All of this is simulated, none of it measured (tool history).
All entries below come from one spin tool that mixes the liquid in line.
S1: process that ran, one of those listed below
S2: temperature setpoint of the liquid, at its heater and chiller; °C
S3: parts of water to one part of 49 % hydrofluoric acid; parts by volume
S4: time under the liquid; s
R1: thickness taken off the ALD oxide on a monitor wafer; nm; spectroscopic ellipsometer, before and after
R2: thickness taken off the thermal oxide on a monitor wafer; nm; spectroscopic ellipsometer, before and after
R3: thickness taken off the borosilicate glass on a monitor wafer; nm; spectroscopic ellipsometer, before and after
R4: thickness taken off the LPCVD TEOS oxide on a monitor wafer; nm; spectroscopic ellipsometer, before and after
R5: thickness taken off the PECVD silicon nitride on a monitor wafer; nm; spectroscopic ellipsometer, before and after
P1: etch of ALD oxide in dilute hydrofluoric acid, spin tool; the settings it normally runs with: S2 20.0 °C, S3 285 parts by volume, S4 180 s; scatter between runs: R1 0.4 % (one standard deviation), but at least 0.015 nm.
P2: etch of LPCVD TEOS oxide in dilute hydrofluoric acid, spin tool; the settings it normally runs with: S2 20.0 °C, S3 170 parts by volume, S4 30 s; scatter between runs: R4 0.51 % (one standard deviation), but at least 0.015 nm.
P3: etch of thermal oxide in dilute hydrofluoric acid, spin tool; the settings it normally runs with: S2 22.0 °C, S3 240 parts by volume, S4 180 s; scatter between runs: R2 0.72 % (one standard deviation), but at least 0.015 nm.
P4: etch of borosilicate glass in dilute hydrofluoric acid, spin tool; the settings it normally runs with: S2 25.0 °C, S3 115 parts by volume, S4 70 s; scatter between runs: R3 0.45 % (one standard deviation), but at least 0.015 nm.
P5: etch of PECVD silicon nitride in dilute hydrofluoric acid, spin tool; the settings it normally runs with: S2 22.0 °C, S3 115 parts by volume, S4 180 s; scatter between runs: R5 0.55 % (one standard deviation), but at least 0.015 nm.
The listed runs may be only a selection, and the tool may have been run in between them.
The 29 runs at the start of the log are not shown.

Run 30, hour 136.4: S1 P5, S2 22.0 °C, S3 115 parts by volume, S4 180 s. Result: R5 4.3088 nm.
Run 31, hour 142.1: S1 P5, S2 22.0 °C, S3 115 parts by volume, S4 50 s. Result: R5 1.1680 nm.
Run 32, hour 147.8: S1 P5, S2 22.0 °C, S3 115 parts by volume, S4 180 s. Result: R5 4.2623 nm.
Run 33, hour 152.9: S1 P4, S2 25.0 °C, S3 115 parts by volume, S4 70 s. Result: R3 19.0270 nm.
Run 34, hour 159.0: S1 P3, S2 22.0 °C, S3 240 parts by volume, S4 180 s. Result: R2 2.7747 nm.
Run 35, hour 163.3: S1 P1, S2 20.0 °C, S3 285 parts by volume, S4 180 s. Result: R1 13.4290 nm.
Run 36, hour 166.8: S1 P1, S2 20.0 °C, S3 285 parts by volume, S4 180 s. Result: R1 13.8280 nm.
Run 37, hour 171.5: S1 P1, S2 20.0 °C, S3 285 parts by volume, S4 180 s. Result: R1 14.1080 nm.
Run 38, hour 176.7: S1 P1, S2 20.0 °C, S3 285 parts by volume, S4 180 s. Result: R1 14.2940 nm.
Run 39, hour 180.8: S1 P1, S2 20.0 °C, S3 285 parts by volume, S4 180 s. Result: R1 14.4190 nm.
Run 40, hour 187.0: S1 P1, S2 20.0 °C, S3 285 parts by volume, S4 180 s. Result: R1 14.4530 nm.

Forecast run 41:
Run 41, hour 191.5: S1 P1, S2 20.0 °C, S3 285 parts by volume, S4 180 s. Result: R1 ?.

{"run 41": {"R1": 14.376}}

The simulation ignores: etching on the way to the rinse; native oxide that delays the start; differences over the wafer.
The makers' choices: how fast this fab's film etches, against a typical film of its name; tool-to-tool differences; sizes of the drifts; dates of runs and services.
